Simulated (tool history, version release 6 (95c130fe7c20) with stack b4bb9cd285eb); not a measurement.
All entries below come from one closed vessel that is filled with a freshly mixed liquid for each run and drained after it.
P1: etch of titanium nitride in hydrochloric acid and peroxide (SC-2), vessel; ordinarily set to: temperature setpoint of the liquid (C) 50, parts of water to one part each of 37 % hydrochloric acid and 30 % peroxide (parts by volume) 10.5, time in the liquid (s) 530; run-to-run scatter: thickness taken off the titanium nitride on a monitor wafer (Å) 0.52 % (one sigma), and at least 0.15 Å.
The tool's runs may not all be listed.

run	hour	temperature setpoint of the liquid (C)	parts of water to one part each of 37 % hydrochloric acid and 30 % peroxide (parts by volume)	time in the liquid (s)	thickness taken off the titanium nitride on a monitor wafer (Å)
1	7.3	50	10.5	530	70.705
2	12.6	50	10.5	530	70.564
3	20.5	50	10.5	85	11.451
4	25.8	56.5	16	530	75.76
5	33.9	50	10.5	530	70.614
6	41.7	66.5	10.5	530	201.27
7	51	38	10.5	530	30.646
8	56.6	50	10.5	530	71.059
# hour 63.2: chemicals flow meter replaced
9	65.3	50	16	30	2.7096
# hour 71.3: new drum of peroxide connected
10	72.5	50	19	530	41.907
# hour 74.9: thermometer replaced
11	81.6	50	10.5	850	114.75
12	87.2	50	4	530	147.6
13	93.5	50	10.5	530	70.764
14	98.5	50	10.5	530	71.182
15	105.5	50	10.5	530	71.075

Run 16 comes next. What will it give?
16	111.6	50	10.5	530	?

Logged for run 16: thickness taken off the titanium nitride on a monitor wafer (Å) 67.315.

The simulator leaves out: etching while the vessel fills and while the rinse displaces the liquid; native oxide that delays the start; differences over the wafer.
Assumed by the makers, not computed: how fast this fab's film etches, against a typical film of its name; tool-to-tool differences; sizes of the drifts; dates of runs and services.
